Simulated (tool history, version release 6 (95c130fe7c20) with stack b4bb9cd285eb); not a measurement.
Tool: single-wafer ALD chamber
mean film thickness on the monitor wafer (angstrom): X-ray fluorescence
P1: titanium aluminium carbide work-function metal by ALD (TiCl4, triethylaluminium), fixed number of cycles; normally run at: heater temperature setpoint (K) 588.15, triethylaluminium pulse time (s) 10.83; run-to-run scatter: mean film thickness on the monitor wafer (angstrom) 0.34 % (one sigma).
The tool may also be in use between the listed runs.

run	day	heater temperature setpoint (K)	triethylaluminium pulse time (s)	hours since the last thermocouple change	hours since the last triethylaluminium bottle change	mean film thickness on the monitor wafer (angstrom)
1	0.242	588.15	10.83	1383.9	428.3	21.698
2	0.4	588.15	10.83	1387.7	432.1	21.675
3	0.708	588.15	10.83	1395.1	439.5	21.751
4	1	612.15	5.29	1402.1	446.5	20.523
5	1.292	588.15	10.83	1409.1	453.5	21.691
6	1.504	569.15	10.83	1414.2	458.6	20.023
7	1.762	588.15	17.48	1420.4	464.8	22.227
8	1.992	608.15	10.83	1425.9	470.3	23.496
9	2.2	588.15	10.83	1430.9	475.3	21.664
10	2.421	603.15	6.04	1436.2	480.6	20.625
11	2.708	588.15	4.5	1443.1	487.5	17.484
12	3.054	588.15	10.83	1451.4	495.8	21.631
13	3.4	588.15	10.83	1459.7	504.1	21.553
14	3.629	588.15	10.83	1465.2	509.6	21.429
15	3.921	588.15	10.83	1472.2	516.6	21.396
16	4.267	588.15	10.83	1480.5	524.9	21.287
17	4.417	588.15	10.83	1484.1	528.5	21.335
18	4.65	588.15	10.83	1489.7	534.1	21.265
19	4.804	588.15	10.83	1493.4	537.8	21.365

What P1 gives has crept away from where it was. These 2 causes fit the log equally well, each at the size given:
A: wafer temperature below the value expected at the setpoint (K) = 4.25
B: triethylaluminium dose below that of a fresh bottle (%) = 14.4
The creep began at about day 3.054.

4 check runs are offered, one wafer each, their results left as question marks. Which one tells the causes apart?
check 1	4.958	573.15	10.83			?
check 2	4.958	599.15	13.74			?
check 3	4.958	569.15	5.55			?
check 4	4.958	608.15	10.83			?

What each check would give under each cause:
check	result	if A	if B
check 1	mean film thickness on the monitor wafer (angstrom)	20.015	20.035
check 2	mean film thickness on the monitor wafer (angstrom)	22.681	22.87
check 3	mean film thickness on the monitor wafer (angstrom)	17.172	16.538
check 4	mean film thickness on the monitor wafer (angstrom)	23.147	23.123
How far apart the two closest causes lie, in the result that separates them most: check 1 0.1 %; check 2 0.83 %; check 3 3.76 %; check 4 0.11 %
Check 3 tells the causes apart: in the others they would give nearly the same result.

Check 3 was then run and gave: mean film thickness on the monitor wafer (angstrom) 17.179. Which cause is it?

It is A: wafer temperature below the value expected at the setpoint (K).
